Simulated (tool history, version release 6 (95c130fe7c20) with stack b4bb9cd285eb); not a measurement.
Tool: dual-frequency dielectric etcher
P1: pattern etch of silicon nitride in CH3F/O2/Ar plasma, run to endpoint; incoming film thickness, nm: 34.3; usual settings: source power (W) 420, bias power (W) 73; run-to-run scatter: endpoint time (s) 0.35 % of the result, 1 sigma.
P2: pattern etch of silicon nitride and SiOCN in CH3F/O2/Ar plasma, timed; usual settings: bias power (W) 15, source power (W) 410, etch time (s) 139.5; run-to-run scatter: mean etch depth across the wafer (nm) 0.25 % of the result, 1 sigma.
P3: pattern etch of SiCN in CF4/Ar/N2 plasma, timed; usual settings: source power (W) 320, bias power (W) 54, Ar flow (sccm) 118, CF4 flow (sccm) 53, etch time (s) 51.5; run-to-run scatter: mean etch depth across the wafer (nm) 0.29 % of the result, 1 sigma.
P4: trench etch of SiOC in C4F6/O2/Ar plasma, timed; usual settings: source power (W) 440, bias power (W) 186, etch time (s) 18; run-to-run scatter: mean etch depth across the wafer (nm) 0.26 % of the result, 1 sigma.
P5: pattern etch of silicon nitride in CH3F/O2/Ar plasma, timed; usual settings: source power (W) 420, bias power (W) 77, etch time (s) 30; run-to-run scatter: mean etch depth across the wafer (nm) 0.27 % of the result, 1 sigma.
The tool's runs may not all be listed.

run   hour  process that ran  source power (W)  bias power (W)  etch time (s)  Ar flow (sccm)  CF4 flow (sccm)  hours since the last wet clean  hours since the last source power generator calibration  hours since the last bias power generator calibration  endpoint time (s)  mean etch depth across the wafer (nm)
  1    9.7                P1               420              73                                                                             217                                                   1155.4                                                 2694.5             48.906
  2   19.3                P2               410              15          139.5                                                            226.6                                                     1165                                                 2704.1                                                    15.983
  3     33                P3               320              54           51.5             118               53                           240.3                                                   1178.7                                                 2717.8                                                    26.859
  4   41.4                P2               410              15          188.5                                                            248.7                                                   1187.1                                                 2726.2                                                    21.666
  5     48                P5               420              77             30                                                            255.3                                                   1193.7                                                 2732.8                                                    21.816
  6     60                P3               450              54           51.5             118               53                           267.3                                                   1205.7                                                 2744.8                                                    36.142
  7     69                P5               420             109             30                                                            276.3                                                   1214.7                                                 2753.8                                                    24.622
  8   76.7                P1               420              73                                                                             284                                                   1222.4                                                 2761.5             48.634
  9   88.7                P3               320              54           77.5             118               53                             296                                                   1234.4                                                 2773.5                                                    40.708
 10  103.7                P3               320              54           51.5              75               53                             311                                                   1249.4                                                 2788.5                                                    28.877
 11  110.3                P4               570             186             18                                                            317.6                                                     1256                                                 2795.1                                                    43.906
 12  119.8                P1               580              73                                                                           327.1                                                   1265.5                                                 2804.6              43.28
 13    132                P1               420             100                                                                           339.3                                                   1277.7                                                 2816.8             43.979
 14  141.3                P3               320              69           51.5             118               53                           348.6                                                     1287                                                 2826.1                                                     29.43
 15  155.4                P1               420              73                                                                           362.7                                                   1301.1                                                 2840.2             49.042
 16    163                P2               410              20          139.5                                                            370.3                                                   1308.7                                                 2847.8                                                    18.005
 17  171.6                P5               550              77             30                                                            378.9                                                   1317.3                                                 2856.4                                                    24.165
 18  182.2                P1               420              73                                                                           389.5                                                   1327.9                                                   2867              48.97
     186.7  -- wet clean of the chamber
 19  193.7                P4               440             131             18                                                              7.1                                                   1339.4                                                 2878.5                                                    35.589
     207.3  -- bias power generator calibrated
 20  208.5                P1               420              73                                                                            21.9                                                   1354.2                                                    1.2             48.884
 21  222.5                P2               560              15          139.5                                                             35.9                                                   1368.2                                                   15.2                                                    17.935
 22  234.1                P2               410              15          139.5                                                             47.5                                                   1379.8                                                   26.8                                                    16.066
 23  247.1                P5               420              77           42.5                                                             60.5                                                   1392.8                                                   39.8                                                    30.843
 24  261.9                P3               320              54           51.5             118               31                            75.3                                                   1407.6                                                   54.6                                                    24.477
 25  274.4                P1               420              73                                                                            87.8                                                   1420.1                                                   67.1             48.413
 26  286.4                P1               280              73                                                                            99.8                                                   1432.1                                                   79.1             57.017
 27    294                P1               420              49                                                                           107.4                                                   1439.7                                                   86.7              55.51
 28  305.2                P4               440             186             18                                                            118.6                                                   1450.9                                                   97.9                                                     39.57
 29  318.7                P1               530              49                                                                           132.1                                                   1464.4                                                  111.4             51.066
 30  331.6                P4               440             186           24.5                                                              145                                                   1477.3                                                  124.3                                                    53.938
 31  344.1                P1               420              73                                                                           157.5                                                   1489.8                                                  136.8             48.888
 32  354.4                P1               420              73                                                                           167.8                                                   1500.1                                                  147.1              49.08
 33  367.2                P1               420              73                                                                           180.6                                                   1512.9                                                  159.9             49.263
 34  378.8                P1               420              73                                                                           192.2                                                   1524.5                                                  171.5             49.533
 35  388.8                P1               420              73                                                                           202.2                                                   1534.5                                                  181.5             50.088
     394.5  -- wet clean of the chamber
 36  402.2                P1               420              73                                                                             7.7                                                   1547.9                                                  194.9             49.771
 37  409.5                P1               420              73                                                                              15                                                   1555.2                                                  202.2             49.662
 38  422.7                P1               420              73                                                                            28.2                                                   1568.4                                                  215.4             49.648

What P1 gives has crept away from where it was. These 2 causes fit the log equally well, each at the size given:
A: bias power that arrives under what is set, % = 4.96
B: source power that arrives under what is set, % = 4.47
The creep began at about hour 354.4.
Why every other cause is out:
chamber walls in a state that lowers the etch rate, %: serviced at hour 394.5, which brought nothing back

4 check runs are offered, one wafer each, their results left as question marks. Which one tells the causes apart?
check 1  435.9                P2               410              15          139.5                                                                                                                                                                                                                                          ?
check 2  435.9                P3               320              54           51.5             118               53                                                                                                                                                                                                         ?
check 3  435.9                P5               420              77             30                                                                                                                                                                                                                                          ?
check 4  435.9                P4               440             186             18                                                                                                                                                                                                                                          ?

What each check would give under each cause:
  check                                 result    if A    if B
check 1  mean etch depth across the wafer (nm)  15.703  15.765
check 2  mean etch depth across the wafer (nm)   26.37  25.804
check 3  mean etch depth across the wafer (nm)  21.379  21.384
check 4  mean etch depth across the wafer (nm)  38.969    38.9
How far apart the two closest causes lie, in the result that separates them most: check 1 0.4 %; check 2 2.17 %; check 3 0.03 %; check 4 0.18 %
Check 2 tells the causes apart: in the others they would give nearly the same result.

Check 2 was then run and gave: mean etch depth across the wafer (nm) 26.337. Which cause is it?

It is A: bias power that arrives under what is set, %.
